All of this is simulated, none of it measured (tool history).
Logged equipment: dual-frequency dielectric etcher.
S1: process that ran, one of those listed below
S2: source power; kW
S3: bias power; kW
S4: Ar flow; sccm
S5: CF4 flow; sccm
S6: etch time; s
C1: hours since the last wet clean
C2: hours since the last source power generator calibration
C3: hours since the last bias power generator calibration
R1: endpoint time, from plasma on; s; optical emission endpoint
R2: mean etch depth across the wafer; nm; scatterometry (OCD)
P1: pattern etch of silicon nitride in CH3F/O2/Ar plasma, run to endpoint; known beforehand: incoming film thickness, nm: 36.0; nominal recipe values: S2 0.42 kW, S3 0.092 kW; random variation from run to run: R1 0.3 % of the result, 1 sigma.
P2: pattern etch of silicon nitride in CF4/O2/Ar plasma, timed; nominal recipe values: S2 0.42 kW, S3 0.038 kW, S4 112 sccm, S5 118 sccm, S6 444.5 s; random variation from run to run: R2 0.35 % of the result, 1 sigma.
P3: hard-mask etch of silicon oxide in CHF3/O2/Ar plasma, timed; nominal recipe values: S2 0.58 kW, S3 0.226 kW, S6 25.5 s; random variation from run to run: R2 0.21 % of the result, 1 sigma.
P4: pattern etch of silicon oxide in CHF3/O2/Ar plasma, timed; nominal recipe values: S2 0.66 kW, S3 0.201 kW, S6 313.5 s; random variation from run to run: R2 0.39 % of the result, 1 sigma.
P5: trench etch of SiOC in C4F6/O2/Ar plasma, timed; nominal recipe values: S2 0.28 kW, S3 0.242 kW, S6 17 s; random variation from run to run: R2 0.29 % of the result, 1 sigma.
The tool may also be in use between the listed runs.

| run | day | S1 | S2 | S3 | S4 | S5 | S6 | C1 | C2 | C3 | R1 | R2 |
|---|---|---|---|---|---|---|---|---|---|---|---|---|
| 1 | 0.088 | P1 | 0.42 | 0.092 |  |  |  | 259.1 | 2413.8 | 1214.9 | 46.529 |  |
| 2 | 0.242 | P2 | 0.42 | 0.038 | 86 | 118 | 444.5 | 262.8 | 2417.5 | 1218.6 |  | 675.21 |
| 3 | 0.412 | P2 | 0.42 | 0.054 | 112 | 118 | 444.5 | 266.9 | 2421.6 | 1222.7 |  | 746.25 |
| 4 | 0.558 | P1 | 0.55 | 0.058 |  |  |  | 270.4 | 2425.1 | 1226.2 | 49.16 |  |
| 5 | 0.667 | P5 | 0.28 | 0.163 |  |  | 17 | 273 | 2427.7 | 1228.8 |  | 29.115 |
| 6 | 0.804 | P1 | 0.42 | 0.092 |  |  |  | 276.3 | 2431 | 1232.1 | 46.688 |  |
| 7 | 0.962 | P5 | 0.28 | 0.242 |  |  | 17 | 280.1 | 2434.8 | 1235.9 |  | 33.079 |
| 8 | 1.117 | P3 | 0.47 | 0.226 |  |  | 25.5 | 283.8 | 2438.5 | 1239.6 |  | 49.831 |
| 9 | 1.242 | P1 | 0.29 | 0.092 |  |  |  | 286.8 | 2441.5 | 1242.6 | 53.572 |  |
| 10 | 1.408 | P5 | 0.37 | 0.242 |  |  | 17 | 290.8 | 2445.5 | 1246.6 |  | 37.052 |
| 11 | 1.483 | P1 | 0.42 | 0.092 |  |  |  | 292.6 | 2447.3 | 1248.4 | 46.841 |  |
| 12 | 1.588 | P3 | 0.58 | 0.307 |  |  | 25.5 | 295.1 | 2449.8 | 1250.9 |  | 60.4 |
| 13 | 1.762 | P2 | 0.42 | 0.038 | 112 | 118 | 444.5 | 299.3 | 2454 | 1255.1 |  | 653.94 |
| 14 | 1.892 | P1 | 0.42 | 0.074 |  |  |  | 302.4 | 2457.1 | 1258.2 | 50.556 |  |
| 15 | 2.012 | P2 | 0.42 | 0.038 | 112 | 72 | 444.5 | 305.3 | 2460 | 1261.1 |  | 610.26 |
| 16 | 2.175 | P1 | 0.42 | 0.092 |  |  |  | 309.2 | 2463.9 | 1265 | 46.878 |  |
| 17 | 2.308 | P5 | 0.28 | 0.242 |  |  | 23.5 | 312.4 | 2467.1 | 1268.2 |  | 46.072 |
| 18 | 2.421 | P3 | 0.58 | 0.226 |  |  | 25.5 | 315.1 | 2469.8 | 1270.9 |  | 53.985 |
| 19 | 2.55 | P1 | 0.52 | 0.092 |  |  |  | 318.2 | 2472.9 | 1274 | 43.163 |  |
| 20 | 2.708 | P4 | 0.79 | 0.201 |  |  | 313.5 | 322 | 2476.7 | 1277.8 |  | 725.18 |
| 21 | 2.808 | P2 | 0.42 | 0.038 | 112 | 118 | 444.5 | 324.4 | 2479.1 | 1280.2 |  | 655.53 |
| 22 | 2.946 | P3 | 0.58 | 0.226 |  |  | 31 | 327.7 | 2482.4 | 1283.5 |  | 65.454 |
| 23 | 3.067 | P1 | 0.42 | 0.092 |  |  |  | 330.6 | 2485.3 | 1286.4 | 46.769 |  |
| 24 | 3.188 | P1 | 0.42 | 0.125 |  |  |  | 333.5 | 2488.2 | 1289.3 | 41.755 |  |
| 25 | 3.292 | P4 | 0.66 | 0.201 |  |  | 313.5 | 336 | 2490.7 | 1291.8 |  | 673.15 |
| 26 | 3.458 | P4 | 0.66 | 0.201 |  |  | 313.5 | 340 | 2494.7 | 1295.8 |  | 674.98 |
| 27 | 3.567 | P4 | 0.66 | 0.273 |  |  | 313.5 | 342.6 | 2497.3 | 1298.4 |  | 752.6 |
| 28 | 3.708 | P2 | 0.42 | 0.038 | 112 | 118 | 294.5 | 346 | 2500.7 | 1301.8 |  | 435.52 |
| 29 | 3.875 | P4 | 0.66 | 0.201 |  |  | 466 | 350 | 2504.7 | 1305.8 |  | 1000.4 |
| 30 | 3.992 | P2 | 0.57 | 0.038 | 112 | 118 | 444.5 | 352.8 | 2507.5 | 1308.6 |  | 859.11 |
| 31 | 4.071 | P1 | 0.42 | 0.092 |  |  |  | 354.7 | 2509.4 | 1310.5 | 46.6 |  |
| 32 | 4.242 | P1 | 0.42 | 0.092 |  |  |  | 358.8 | 2513.5 | 1314.6 | 46.417 |  |
| 33 | 4.342 | P1 | 0.42 | 0.092 |  |  |  | 361.2 | 2515.9 | 1317 | 46.287 |  |
| 34 | 4.429 | P1 | 0.42 | 0.092 |  |  |  | 363.3 | 2518 | 1319.1 | 46.067 |  |
| 35 | 4.525 | P1 | 0.42 | 0.092 |  |  |  | 365.6 | 2520.3 | 1321.4 | 46.037 |  |
| 36 | 4.625 | P1 | 0.42 | 0.092 |  |  |  | 368 | 2522.7 | 1323.8 | 46.153 |  |
| 37 | 4.721 | P1 | 0.42 | 0.092 |  |  |  | 370.3 | 2525 | 1326.1 | 46.353 |  |

Run 38 has not been measured yet. What should we expect?
|  | 4.729 | wet clean of the chamber |
| 38 | 4.867 | P1 | 0.42 | 0.092 |  |  |  | 3.3 | 2528.5 | 1329.6 | ? |  |

Run 38 came out at R1 46.337 s.

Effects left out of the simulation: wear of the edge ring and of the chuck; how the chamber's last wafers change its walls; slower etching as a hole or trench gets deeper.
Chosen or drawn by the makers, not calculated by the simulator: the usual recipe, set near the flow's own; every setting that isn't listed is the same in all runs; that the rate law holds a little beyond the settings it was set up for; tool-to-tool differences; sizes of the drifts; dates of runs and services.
